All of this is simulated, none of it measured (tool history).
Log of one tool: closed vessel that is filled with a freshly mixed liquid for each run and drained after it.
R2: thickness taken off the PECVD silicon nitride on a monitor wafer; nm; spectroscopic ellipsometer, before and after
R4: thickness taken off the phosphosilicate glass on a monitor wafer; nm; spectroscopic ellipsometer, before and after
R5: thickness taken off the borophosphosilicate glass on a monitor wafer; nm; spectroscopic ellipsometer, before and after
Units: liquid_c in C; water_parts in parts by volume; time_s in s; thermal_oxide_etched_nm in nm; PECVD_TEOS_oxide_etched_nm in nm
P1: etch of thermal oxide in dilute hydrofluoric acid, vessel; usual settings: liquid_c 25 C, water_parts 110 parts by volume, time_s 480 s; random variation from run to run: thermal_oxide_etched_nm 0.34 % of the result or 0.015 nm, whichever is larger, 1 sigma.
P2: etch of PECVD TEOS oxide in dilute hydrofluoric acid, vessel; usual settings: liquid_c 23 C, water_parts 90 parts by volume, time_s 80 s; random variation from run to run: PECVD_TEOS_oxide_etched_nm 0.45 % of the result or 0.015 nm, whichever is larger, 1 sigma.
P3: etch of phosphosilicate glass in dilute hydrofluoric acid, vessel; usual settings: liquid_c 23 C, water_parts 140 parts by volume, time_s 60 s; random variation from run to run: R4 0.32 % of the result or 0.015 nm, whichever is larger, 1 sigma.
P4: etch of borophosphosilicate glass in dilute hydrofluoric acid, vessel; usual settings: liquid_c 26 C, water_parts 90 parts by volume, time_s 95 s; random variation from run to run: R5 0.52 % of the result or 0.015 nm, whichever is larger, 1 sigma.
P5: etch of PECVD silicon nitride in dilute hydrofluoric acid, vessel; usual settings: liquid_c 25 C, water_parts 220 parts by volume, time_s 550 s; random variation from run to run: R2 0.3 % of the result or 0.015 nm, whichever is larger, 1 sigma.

{"run": 1, "hour": 12.4, "process": "P1", "liquid_c": 25, "water_parts": 110, "time_s": 480, "thermal_oxide_etched_nm": 22.047}
{"run": 2, "hour": 22.5, "process": "P1", "liquid_c": 18, "water_parts": 170, "time_s": 480, "thermal_oxide_etched_nm": 10.168}
{"run": 3, "hour": 36.3, "process": "P5", "liquid_c": 25, "water_parts": 220, "time_s": 550, "R2": 13.59}
{"run": 4, "hour": 50.0, "process": "P2", "liquid_c": 23, "water_parts": 90, "time_s": 80, "PECVD_TEOS_oxide_etched_nm": 20.787}
{"run": 5, "hour": 63.8, "process": "P3", "liquid_c": 23, "water_parts": 140, "time_s": 60, "R4": 65.593}
{"run": 6, "hour": 71.0, "process": "P4", "liquid_c": 26, "water_parts": 90, "time_s": 95, "R5": 43.419}
{"run": 7, "hour": 77.8, "process": "P2", "liquid_c": 23, "water_parts": 35, "time_s": 80, "PECVD_TEOS_oxide_etched_nm": 57.711}
{"run": 8, "hour": 91.4, "process": "P3", "liquid_c": 23, "water_parts": 25, "time_s": 60, "R4": 422.92}
{"hour": 101.3, "done": "thermometer replaced"}
{"run": 9, "hour": 105.9, "process": "P1", "liquid_c": 25, "water_parts": 110, "time_s": 480, "thermal_oxide_etched_nm": 22.171}
{"run": 10, "hour": 113.3, "process": "P1", "liquid_c": 25, "water_parts": 110, "time_s": 940, "thermal_oxide_etched_nm": 43.155}
{"run": 11, "hour": 121.7, "process": "P1", "liquid_c": 25, "water_parts": 110, "time_s": 480, "thermal_oxide_etched_nm": 21.997}
{"run": 12, "hour": 129.3, "process": "P1", "liquid_c": 20.5, "water_parts": 110, "time_s": 480, "thermal_oxide_etched_nm": 18.504}
{"run": 13, "hour": 139.5, "process": "P1", "liquid_c": 32, "water_parts": 110, "time_s": 480, "thermal_oxide_etched_nm": 28.727}
{"run": 14, "hour": 154.5, "process": "P5", "liquid_c": 25, "water_parts": 220, "time_s": 45, "R2": 1.0887}
{"run": 15, "hour": 163.2, "process": "P4", "liquid_c": 26, "water_parts": 90, "time_s": 140, "R5": 64.433}
{"run": 16, "hour": 178.0, "process": "P3", "liquid_c": 23, "water_parts": 140, "time_s": 30, "R4": 32.886}
{"run": 17, "hour": 185.3, "process": "P2", "liquid_c": 23, "water_parts": 90, "time_s": 30, "PECVD_TEOS_oxide_etched_nm": 7.776}
{"run": 18, "hour": 195.2, "process": "P2", "liquid_c": 23, "water_parts": 90, "time_s": 80, "PECVD_TEOS_oxide_etched_nm": 20.849}
{"run": 19, "hour": 205.9, "process": "P5", "liquid_c": 25, "water_parts": 45, "time_s": 550, "R2": 65.764}
{"run": 20, "hour": 218.8, "process": "P1", "liquid_c": 25, "water_parts": 110, "time_s": 480, "thermal_oxide_etched_nm": 22.152}
{"run": 21, "hour": 227.5, "process": "P4", "liquid_c": 21, "water_parts": 90, "time_s": 95, "R5": 35.767}
{"run": 22, "hour": 239.4, "process": "P1", "liquid_c": 25, "water_parts": 65, "time_s": 480, "thermal_oxide_etched_nm": 39.748}
{"run": 23, "hour": 253.4, "process": "P1", "liquid_c": 25, "water_parts": 190, "time_s": 480, "thermal_oxide_etched_nm": 11.702}
{"run": 24, "hour": 266.5, "process": "P1", "liquid_c": 25, "water_parts": 75, "time_s": 940, "thermal_oxide_etched_nm": 66.034}
{"run": 25, "hour": 274.1, "process": "P1", "liquid_c": 25, "water_parts": 110, "time_s": 200, "thermal_oxide_etched_nm": 9.241}
{"run": 26, "hour": 283.1, "process": "P5", "liquid_c": 25, "water_parts": 220, "time_s": 550, "R2": 13.665}
{"run": 27, "hour": 291.4, "process": "P2", "liquid_c": 17, "water_parts": 90, "time_s": 80, "PECVD_TEOS_oxide_etched_nm": 16.15}
{"run": 28, "hour": 299.9, "process": "P3", "liquid_c": 23, "water_parts": 140, "time_s": 60, "R4": 65.343}
{"run": 29, "hour": 307.4, "process": "P5", "liquid_c": 18.5, "water_parts": 220, "time_s": 550, "R2": 8.9811}
{"run": 30, "hour": 322.0, "process": "P3", "liquid_c": 17, "water_parts": 140, "time_s": 60, "R4": 51.558}
{"run": 31, "hour": 335.9, "process": "P4", "liquid_c": 26, "water_parts": 125, "time_s": 95, "R5": 30.114}
{"run": 32, "hour": 350.1, "process": "P4", "liquid_c": 26, "water_parts": 90, "time_s": 95, "R5": 43.117}
{"run": 33, "hour": 359.2, "process": "P1", "liquid_c": 25, "water_parts": 110, "time_s": 480, "thermal_oxide_etched_nm": 22.239}
{"run": 34, "hour": 367.6, "process": "P1", "liquid_c": 25, "water_parts": 110, "time_s": 480, "thermal_oxide_etched_nm": 22.171}
{"run": 35, "hour": 380.2, "process": "P1", "liquid_c": 25, "water_parts": 110, "time_s": 480, "thermal_oxide_etched_nm": 22.153}
{"run": 36, "hour": 390.7, "process": "P1", "liquid_c": 25, "water_parts": 110, "time_s": 480, "thermal_oxide_etched_nm": 22.15}
{"run": 37, "hour": 401.0, "process": "P1", "liquid_c": 25, "water_parts": 110, "time_s": 480, "thermal_oxide_etched_nm": 21.705}
{"run": 38, "hour": 414.5, "process": "P1", "liquid_c": 25, "water_parts": 110, "time_s": 480, "thermal_oxide_etched_nm": 21.22}
{"run": 39, "hour": 421.9, "process": "P1", "liquid_c": 25, "water_parts": 110, "time_s": 480, "thermal_oxide_etched_nm": 21.062}
{"run": 40, "hour": 431.4, "process": "P1", "liquid_c": 25, "water_parts": 110, "time_s": 480, "thermal_oxide_etched_nm": 21.036}
{"run": 41, "hour": 444.0, "process": "P1", "liquid_c": 25, "water_parts": 110, "time_s": 480, "thermal_oxide_etched_nm": 20.847}
{"run": 42, "hour": 457.1, "process": "P1", "liquid_c": 25, "water_parts": 110, "time_s": 480, "thermal_oxide_etched_nm": 20.924}
{"run": 43, "hour": 467.9, "process": "P1", "liquid_c": 25, "water_parts": 110, "time_s": 480, "thermal_oxide_etched_nm": 20.84}
{"run": 44, "hour": 476.9, "process": "P1", "liquid_c": 25, "water_parts": 110, "time_s": 480, "thermal_oxide_etched_nm": 20.792}
{"run": 45, "hour": 491.4, "process": "P1", "liquid_c": 25, "water_parts": 110, "time_s": 480, "thermal_oxide_etched_nm": 20.777}
{"run": 46, "hour": 499.0, "process": "P1", "liquid_c": 25, "water_parts": 110, "time_s": 480, "thermal_oxide_etched_nm": 20.721}

What P1 gives has crept away from where it was. These 2 causes fit the log equally well, each at the size given:
A: liquid colder than its thermometer reads (K) = 1.61
B: hydrofluoric acid flow below the setpoint (%) = 5.36
The creep began at about hour 390.7.

4 check runs are offered, one wafer each, their results left as question marks. Which one tells the causes apart?
{"run": "check 1", "hour": 506.6, "process": "P5", "liquid_c": 25, "water_parts": 220, "time_s": 550, "R2": "?"}
{"run": "check 2", "hour": 506.6, "process": "P3", "liquid_c": 23, "water_parts": 140, "time_s": 60, "R4": "?"}
{"run": "check 3", "hour": 506.6, "process": "P2", "liquid_c": 23, "water_parts": 90, "time_s": 80, "PECVD_TEOS_oxide_etched_nm": "?"}
{"run": "check 4", "hour": 506.6, "process": "P4", "liquid_c": 26, "water_parts": 90, "time_s": 95, "R5": "?"}

What each check would give under each cause:
check=check_1 result=R2 if_A=12.306 if_B=12.885
check=check_2 result=R4 if_A=61.559 if_B=61.502
check=check_3 result=PECVD_TEOS_oxide_etched_nm if_A=19.457 if_B=19.534
check=check_4 result=R5 if_A=40.765 if_B=40.839
How far apart the two closest causes lie, in the result that separates them most: check 1 4.6 %; check 2 0.09 %; check 3 0.4 %; check 4 0.18 %
Only check 1 tells the causes apart: in the others they would give nearly the same result.

Check 1 was then run and gave: R2 12.887 nm. Which cause is it?

It is B: hydrofluoric acid flow below the setpoint (%).
